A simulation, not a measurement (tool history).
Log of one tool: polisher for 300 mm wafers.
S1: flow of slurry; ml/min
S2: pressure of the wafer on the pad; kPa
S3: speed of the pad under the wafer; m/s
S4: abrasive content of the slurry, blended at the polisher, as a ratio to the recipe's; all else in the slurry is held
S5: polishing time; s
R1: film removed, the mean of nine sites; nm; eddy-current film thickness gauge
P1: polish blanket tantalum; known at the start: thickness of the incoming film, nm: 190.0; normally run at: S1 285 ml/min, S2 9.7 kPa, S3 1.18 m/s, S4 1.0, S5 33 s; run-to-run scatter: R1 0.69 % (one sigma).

run   hour   S1    S2    S3   S4  S5      R1
  1   11.4  285   9.7  1.18  1.0  33  38.876
  2   20.5  285   9.7  1.18  1.0  33  39.437
  3   31.6  285   9.7  1.18  1.0  53  63.306
  4   43.0  285   9.7  0.54  1.0  33  18.169
  5   51.0  285   9.7  1.18  1.0  33  39.372
  6   61.4  385   9.7  1.18  1.0  46  56.237
  7   72.0  285   9.7  1.18  1.0  33  39.809
  8   82.7  285   9.7  1.18  1.0  24  28.492
  9   94.7  285  14.5  1.18  1.0  49  87.234
 10  102.3  285   6.2  1.18  1.0  41  31.501
 11  114.2  285   9.7  1.18  1.4  33  42.788
 12  125.5  285   9.7  1.18  1.0  33  39.373
 13  135.2  285   9.7  1.18  0.6  33  32.742
 14  147.0  285   6.2  1.18  1.0  33  25.161
 15  156.6  285   9.7  1.18  1.0  33  38.898
 16  163.4  375   9.7  1.18  1.0  33  40.642
 17  170.9  180   9.7  1.18  1.0  33  37.249
 18  181.7  285   9.7  1.82  1.0  33  60.173
 19  193.2  285  14.5  1.18  1.0  33  58.506
 20  205.1  285   9.7  1.18  1.0  33  39.089
 21  215.4  285   9.7  1.18  1.0  33  38.441
 22  225.8  285   9.7  1.18  1.0  33  36.929
 23  237.6  285   9.7  1.18  1.0  33  35.917
     247.1  -- slurry nozzle cleaned
 24  249.7  285   9.7  1.18  1.0  33  35.684
 25  260.2  285   9.7  1.18  1.0  33  34.921
     270.3  -- head pressure recalibrated
 26  270.3  285   9.7  1.18  1.0  33  35.531
 27  275.8  285   9.7  1.18  1.0  33  34.915
 28  283.5  285   9.7  1.18  1.0  33  35.128
 29  294.4  285   9.7  1.18  1.0  33  35.114

What P1 gives has crept away from where it was. These 2 causes fit the log equally well, each at the size given:
A: removal rate lost through wear of the pad, % = 11.4
B: abrasive missing from the slurry, % = 31.1
The creep began at about hour 205.1.
Why every other cause is out:
slurry flow missing at the pad, %: serviced at hour 247.1, which brought nothing back
head's pressure below its setpoint, %: serviced at hour 270.3, which brought nothing back

4 check runs are offered, each on 5 wafers whose results are averaged, their results left as question marks. Which one tells the causes apart?
check 1  305.3  285   9.7  1.18  1.4  33   ?
check 2  305.3  285   6.2  1.18  1.0  33   ?
check 3  305.3  285  13.8  1.18  1.0  48   ?
check 4  305.3  285   6.2  0.54  1.0  33   ?

What each check would give under each cause:
  check  result    if A    if B
check 1      R1  37.946  38.924
check 2      R1  22.402  22.397
check 3      R1  72.412  72.393
check 4      R1  10.252  10.249
How far apart the two closest causes lie, in the result that separates them most: check 1 2.54 %; check 2 0.03 %; check 3 0.03 %; check 4 0.03 %
Only check 1 tells the causes apart: in the others they would give nearly the same result.

Check 1 was then run and gave: R1 38.836 nm. Which cause is it?

It is B: abrasive missing from the slurry, %.
